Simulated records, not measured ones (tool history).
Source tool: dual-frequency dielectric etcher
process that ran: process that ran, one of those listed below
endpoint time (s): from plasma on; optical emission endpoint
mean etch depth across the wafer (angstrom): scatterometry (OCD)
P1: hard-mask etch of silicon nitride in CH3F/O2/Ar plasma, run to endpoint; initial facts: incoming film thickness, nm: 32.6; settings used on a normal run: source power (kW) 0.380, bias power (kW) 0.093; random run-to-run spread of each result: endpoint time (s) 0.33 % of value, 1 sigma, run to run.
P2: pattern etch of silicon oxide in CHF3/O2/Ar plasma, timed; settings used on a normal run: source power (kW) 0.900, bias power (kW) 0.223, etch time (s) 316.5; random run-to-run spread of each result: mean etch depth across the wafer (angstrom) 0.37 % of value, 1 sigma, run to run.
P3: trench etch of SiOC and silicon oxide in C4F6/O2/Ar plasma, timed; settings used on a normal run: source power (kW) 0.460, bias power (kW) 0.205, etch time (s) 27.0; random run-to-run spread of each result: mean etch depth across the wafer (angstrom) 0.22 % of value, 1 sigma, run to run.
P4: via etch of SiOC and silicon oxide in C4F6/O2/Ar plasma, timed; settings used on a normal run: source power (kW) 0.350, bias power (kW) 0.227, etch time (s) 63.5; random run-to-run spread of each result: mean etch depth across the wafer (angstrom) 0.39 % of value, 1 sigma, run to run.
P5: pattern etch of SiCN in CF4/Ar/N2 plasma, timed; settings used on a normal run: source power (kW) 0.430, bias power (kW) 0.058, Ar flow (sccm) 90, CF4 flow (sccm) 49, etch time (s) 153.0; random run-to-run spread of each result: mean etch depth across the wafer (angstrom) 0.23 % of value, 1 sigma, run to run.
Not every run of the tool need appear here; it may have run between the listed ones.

run     day  process that ran  source power (kW)  bias power (kW)  Ar flow (sccm)  CF4 flow (sccm)  etch time (s)  endpoint time (s)  mean etch depth across the wafer (angstrom)
  1   0.517                P1              0.380            0.093                                                             43.537
  2   1.183                P5              0.430            0.058              90               66          153.0                                                         1177.10
  3   1.779                P1              0.280            0.093                                                             48.975
  4   2.254                P1              0.380            0.129                                                             38.790
  5   2.767                P1              0.470            0.068                                                             45.032
  6   3.550                P3              0.460            0.205                                            21.0                                                          464.25
  7   4.083                P2              0.900            0.223                                           316.5                                                         7770.60
  8   4.562                P2              1.240            0.223                                           316.5                                                         8854.50
  9   5.183                P5              0.430            0.058              90               49           96.5                                                          705.46
 10   5.817                P3              0.460            0.205                                            27.0                                                          597.15
 11   6.512                P3              0.460            0.205                                            27.0                                                          597.83
 12   7.221                P4              0.350            0.285                                            63.5                                                          779.33
 13   7.658                P1              0.380            0.063                                                             50.360
 14   7.996                P4              0.350            0.227                                            63.5                                                          716.97
 15   8.775                P4              0.280            0.227                                            63.5                                                          658.77
 16   9.404                P5              0.260            0.058              90               49          153.0                                                          718.39
 17  10.125                P5              0.430            0.058              90               49          153.0                                                         1116.60
 18  10.804                P4              0.350            0.227                                            81.5                                                          920.37
 19  11.454                P3              0.460            0.148                                            27.0                                                          540.31
 20  12.229                P5              0.430            0.080              90               49          153.0                                                         1251.30
 21  12.654                P2              0.900            0.223                                           316.5                                                         7759.10

Expected results for the next run?
 22  13.242                P5              0.430            0.058              64               49          153.0                                                               ?

Run 22 gave mean etch depth across the wafer (angstrom) 1179.80.
